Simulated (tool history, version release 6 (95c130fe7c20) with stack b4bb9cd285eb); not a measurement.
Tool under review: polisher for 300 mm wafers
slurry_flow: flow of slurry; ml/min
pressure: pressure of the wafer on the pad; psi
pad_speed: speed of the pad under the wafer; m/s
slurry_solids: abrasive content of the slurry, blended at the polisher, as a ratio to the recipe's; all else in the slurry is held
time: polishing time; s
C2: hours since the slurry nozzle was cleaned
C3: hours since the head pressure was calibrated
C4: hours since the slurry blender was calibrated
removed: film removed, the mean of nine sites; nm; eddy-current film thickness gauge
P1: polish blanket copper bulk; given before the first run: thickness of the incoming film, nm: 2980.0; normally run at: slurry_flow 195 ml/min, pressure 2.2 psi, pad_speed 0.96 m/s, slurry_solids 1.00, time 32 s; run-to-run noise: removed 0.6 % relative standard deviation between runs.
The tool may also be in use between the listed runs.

{"run": 1, "hour": 6.6, "slurry_flow": 195, "pressure": 2.2, "pad_speed": 0.96, "slurry_solids": 1.0, "time": 32, "wafers polished on this pad": 670, "C2": 343.6, "C3": 552.9, "C4": 349.4, "removed": 255.5}
{"run": 2, "hour": 12.7, "slurry_flow": 195, "pressure": 3.4, "pad_speed": 0.96, "slurry_solids": 1.0, "time": 32, "wafers polished on this pad": 713, "C2": 349.7, "C3": 559.0, "C4": 355.5, "removed": 402.38}
{"run": 3, "hour": 16.0, "slurry_flow": 195, "pressure": 2.2, "pad_speed": 0.54, "slurry_solids": 1.0, "time": 32, "wafers polished on this pad": 735, "C2": 353.0, "C3": 562.3, "C4": 358.8, "removed": 146.98}
{"run": 4, "hour": 19.7, "slurry_flow": 195, "pressure": 2.2, "pad_speed": 0.96, "slurry_solids": 1.0, "time": 40, "wafers polished on this pad": 761, "C2": 356.7, "C3": 566.0, "C4": 362.5, "removed": 325.57}
{"run": 5, "hour": 25.8, "slurry_flow": 195, "pressure": 2.2, "pad_speed": 0.96, "slurry_solids": 1.0, "time": 32, "wafers polished on this pad": 803, "C2": 362.8, "C3": 572.1, "C4": 368.6, "removed": 257.5}
{"run": 6, "hour": 31.2, "slurry_flow": 195, "pressure": 1.5, "pad_speed": 0.96, "slurry_solids": 1.45, "time": 32, "wafers polished on this pad": 841, "C2": 368.2, "C3": 577.5, "C4": 374.0, "removed": 191.78}
{"run": 7, "hour": 34.2, "slurry_flow": 115, "pressure": 2.2, "pad_speed": 0.96, "slurry_solids": 1.0, "time": 32, "wafers polished on this pad": 862, "C2": 371.2, "C3": 580.5, "C4": 377.0, "removed": 237.99}
{"run": 8, "hour": 40.7, "slurry_flow": 195, "pressure": 2.2, "pad_speed": 0.96, "slurry_solids": 1.45, "time": 32, "wafers polished on this pad": 907, "C2": 377.7, "C3": 587.0, "C4": 383.5, "removed": 279.59}
{"run": 9, "hour": 45.2, "slurry_flow": 195, "pressure": 3.2, "pad_speed": 0.96, "slurry_solids": 1.35, "time": 32, "wafers polished on this pad": 938, "C2": 382.2, "C3": 591.5, "C4": 388.0, "removed": 404.45}
{"run": 10, "hour": 51.1, "slurry_flow": 195, "pressure": 2.2, "pad_speed": 0.96, "slurry_solids": 1.0, "time": 16, "wafers polished on this pad": 979, "C2": 388.1, "C3": 597.4, "C4": 393.9, "removed": 128.92}
{"run": 11, "hour": 57.6, "slurry_flow": 195, "pressure": 2.2, "pad_speed": 1.48, "slurry_solids": 1.0, "time": 32, "wafers polished on this pad": 1024, "C2": 394.6, "C3": 603.9, "C4": 400.4, "removed": 401.84}
{"run": 12, "hour": 63.8, "slurry_flow": 195, "pressure": 2.2, "pad_speed": 0.96, "slurry_solids": 1.0, "time": 32, "wafers polished on this pad": 1067, "C2": 400.8, "C3": 610.1, "C4": 406.6, "removed": 260.01}
{"run": 13, "hour": 67.2, "slurry_flow": 195, "pressure": 2.2, "pad_speed": 0.7, "slurry_solids": 1.0, "time": 18, "wafers polished on this pad": 1090, "C2": 404.2, "C3": 613.5, "C4": 410.0, "removed": 107.18}
{"run": 14, "hour": 72.0, "slurry_flow": 265, "pressure": 2.2, "pad_speed": 0.96, "slurry_solids": 1.0, "time": 32, "wafers polished on this pad": 1124, "C2": 409.0, "C3": 618.3, "C4": 414.8, "removed": 268.38}
{"run": 15, "hour": 78.1, "slurry_flow": 195, "pressure": 1.1, "pad_speed": 0.96, "slurry_solids": 1.0, "time": 32, "wafers polished on this pad": 1166, "C2": 415.1, "C3": 624.4, "C4": 420.9, "removed": 129.58}
{"run": 16, "hour": 82.2, "slurry_flow": 195, "pressure": 2.2, "pad_speed": 0.96, "slurry_solids": 1.0, "time": 32, "wafers polished on this pad": 1194, "C2": 419.2, "C3": 628.5, "C4": 425.0, "removed": 260.87}
{"run": 17, "hour": 86.8, "slurry_flow": 195, "pressure": 2.2, "pad_speed": 0.96, "slurry_solids": 1.0, "time": 32, "wafers polished on this pad": 1226, "C2": 423.8, "C3": 633.1, "C4": 429.6, "removed": 260.48}
{"run": 18, "hour": 90.0, "slurry_flow": 195, "pressure": 2.2, "pad_speed": 0.96, "slurry_solids": 0.65, "time": 32, "wafers polished on this pad": 1248, "C2": 427.0, "C3": 636.3, "C4": 432.8, "removed": 236.74}
{"run": 19, "hour": 93.2, "slurry_flow": 195, "pressure": 2.2, "pad_speed": 0.96, "slurry_solids": 1.0, "time": 32, "wafers polished on this pad": 1270, "C2": 430.2, "C3": 639.5, "C4": 436.0, "removed": 261.38}
{"run": 20, "hour": 99.4, "slurry_flow": 195, "pressure": 2.2, "pad_speed": 0.96, "slurry_solids": 1.0, "time": 32, "wafers polished on this pad": 1313, "C2": 436.4, "C3": 645.7, "C4": 442.2, "removed": 254.45}
{"run": 21, "hour": 102.9, "slurry_flow": 195, "pressure": 2.2, "pad_speed": 0.96, "slurry_solids": 1.0, "time": 32, "wafers polished on this pad": 1338, "C2": 439.9, "C3": 649.2, "C4": 445.7, "removed": 252.65}
{"run": 22, "hour": 106.8, "slurry_flow": 195, "pressure": 2.2, "pad_speed": 0.96, "slurry_solids": 1.0, "time": 32, "wafers polished on this pad": 1365, "C2": 443.8, "C3": 653.1, "C4": 449.6, "removed": 250.41}
{"run": 23, "hour": 112.1, "slurry_flow": 195, "pressure": 2.2, "pad_speed": 0.96, "slurry_solids": 1.0, "time": 32, "wafers polished on this pad": 1401, "C2": 449.1, "C3": 658.4, "C4": 454.9, "removed": 247.83}
{"run": 24, "hour": 115.2, "slurry_flow": 195, "pressure": 2.2, "pad_speed": 0.96, "slurry_solids": 1.0, "time": 32, "wafers polished on this pad": 1423, "C2": 452.2, "C3": 661.5, "C4": 458.0, "removed": 244.9}
{"run": 25, "hour": 121.7, "slurry_flow": 195, "pressure": 2.2, "pad_speed": 0.96, "slurry_solids": 1.0, "time": 32, "wafers polished on this pad": 1468, "C2": 458.7, "C3": 668.0, "C4": 464.5, "removed": 246.29}
{"hour": 123.0, "done": "worn pad replaced by a new one"}
{"hour": 123.6, "done": "head pressure recalibrated"}
{"run": 26, "hour": 128.3, "slurry_flow": 195, "pressure": 2.2, "pad_speed": 0.96, "slurry_solids": 1.0, "time": 32, "wafers polished on this pad": 37, "C2": 465.3, "C3": 4.7, "C4": 471.1, "removed": 247.31}
{"run": 27, "hour": 132.2, "slurry_flow": 195, "pressure": 2.2, "pad_speed": 0.96, "slurry_solids": 1.0, "time": 32, "wafers polished on this pad": 64, "C2": 469.2, "C3": 8.6, "C4": 475.0, "removed": 246.94}
{"run": 28, "hour": 136.2, "slurry_flow": 195, "pressure": 2.2, "pad_speed": 0.96, "slurry_solids": 1.0, "time": 32, "wafers polished on this pad": 92, "C2": 473.2, "C3": 12.6, "C4": 479.0, "removed": 244.03}

P1 no longer gives what it gave before; its output has crept away from where it was. The following 2 causes, each at its listed size, fit the log equally well:
A: abrasive missing from the slurry, % = 22.3
B: slurry flow missing at the pad, % = 28.5
The gradual shift began around hour 93.2.
Ruled out, with reasons:
removal rate lost through wear of the pad, %: serviced at hour 123.0, after the drift had started, without restoring the earlier output
head's pressure below its setpoint, %: serviced at hour 123.6, after the drift had started, without restoring the earlier output

Each of the check runs listed below is run on 3 wafers and reports their average, with the results left as question marks. Pick the one under which the possible causes would lead to clearly different results.
{"run": "check 1", "hour": 140.2, "slurry_flow": 195, "pressure": 2.7, "pad_speed": 0.96, "slurry_solids": 1.0, "time": 23, "removed": "?"}
{"run": "check 2", "hour": 140.2, "slurry_flow": 120, "pressure": 3.0, "pad_speed": 0.96, "slurry_solids": 1.0, "time": 32, "removed": "?"}
{"run": "check 3", "hour": 140.2, "slurry_flow": 195, "pressure": 2.2, "pad_speed": 0.96, "slurry_solids": 0.75, "time": 32, "removed": "?"}
{"run": "check 4", "hour": 140.2, "slurry_flow": 195, "pressure": 2.2, "pad_speed": 0.96, "slurry_solids": 1.45, "time": 20, "removed": "?"}

Expected result of each check under each candidate cause:
check=check_1 result=removed if_A=216.69 if_B=216.68
check=check_2 result=removed if_A=308.29 if_B=299.33
check=check_3 result=removed if_A=231.65 if_B=231.20
check=check_4 result=removed if_A=166.15 if_B=166.54
Minimum pairwise separation of causes per check, each pair taken at its best-separating result: check 1 0.01 %; check 2 2.95 %; check 3 0.2 %; check 4 0.23 %
Only in check 2 would the causes give clearly different results; in the remaining checks their results would be nearly the same.

Check 2 was then run and gave: removed 309.66 nm. Which cause is it?

The correct cause is A, namely: abrasive missing from the slurry, %.
